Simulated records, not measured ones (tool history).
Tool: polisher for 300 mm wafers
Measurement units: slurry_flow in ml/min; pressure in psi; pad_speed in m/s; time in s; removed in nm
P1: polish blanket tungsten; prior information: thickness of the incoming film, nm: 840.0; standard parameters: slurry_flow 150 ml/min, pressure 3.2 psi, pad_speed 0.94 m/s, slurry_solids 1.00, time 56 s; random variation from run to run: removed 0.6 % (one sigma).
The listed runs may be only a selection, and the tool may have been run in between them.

run,hour,slurry_flow,pressure,pad_speed,slurry_solids,time,wafers polished on this pad,hours since the slurry nozzle was cleaned,hours since the head pressure was calibrated,hours since the slurry blender was calibrated,hours since the slurry got fresh peroxide,removed
1,9.0,150,3.2,0.94,1.00,56,640,338.9,381.8,156.2,58.1,202.280
2,15.6,90,3.2,0.94,0.55,56,701,345.5,388.4,162.8,64.7,157.180
# hour 23.2: slurry tank refilled with fresh slurry and peroxide
3,25.9,150,3.2,0.94,1.50,56,795,355.8,398.7,173.1,2.7,219.900
4,34.3,150,3.2,0.94,1.00,56,872,364.2,407.1,181.5,11.1,199.870
5,43.5,210,3.2,0.94,1.00,56,956,373.4,416.3,190.7,20.3,210.920
6,54.1,150,3.2,0.42,1.00,56,1053,384.0,426.9,201.3,30.9,89.056
7,59.8,90,3.2,0.94,1.00,56,1105,389.7,432.6,207.0,36.6,177.320
8,67.5,150,3.2,0.94,1.00,56,1175,397.4,440.3,214.7,44.3,200.100
9,75.4,150,3.2,1.32,1.00,56,1247,405.3,448.2,222.6,52.2,275.850
10,85.2,150,1.6,0.94,1.00,56,1337,415.1,458.0,232.4,62.0,99.653
11,92.8,150,3.2,0.94,1.00,28,1407,422.7,465.6,240.0,69.6,100.150
12,102.6,150,3.2,0.94,0.60,56,1496,432.5,475.4,249.8,79.4,177.570
13,108.5,150,3.2,0.94,1.00,56,1550,438.4,481.3,255.7,85.3,201.080
14,116.1,150,4.6,0.94,1.00,56,1620,446.0,488.9,263.3,92.9,281.860
15,122.4,150,4.0,0.94,0.65,56,1677,452.3,495.2,269.6,99.2,224.280
16,132.6,150,3.2,0.94,1.00,85,1770,462.5,505.4,279.8,109.4,302.830
17,142.2,150,3.2,0.94,1.00,56,1858,472.1,515.0,289.4,119.0,198.280

Run 18 has not been measured yet. What should we expect?
18,149.4,150,3.2,0.94,1.00,56,1924,479.3,522.2,296.6,126.2,?

removed: 193.120 nm

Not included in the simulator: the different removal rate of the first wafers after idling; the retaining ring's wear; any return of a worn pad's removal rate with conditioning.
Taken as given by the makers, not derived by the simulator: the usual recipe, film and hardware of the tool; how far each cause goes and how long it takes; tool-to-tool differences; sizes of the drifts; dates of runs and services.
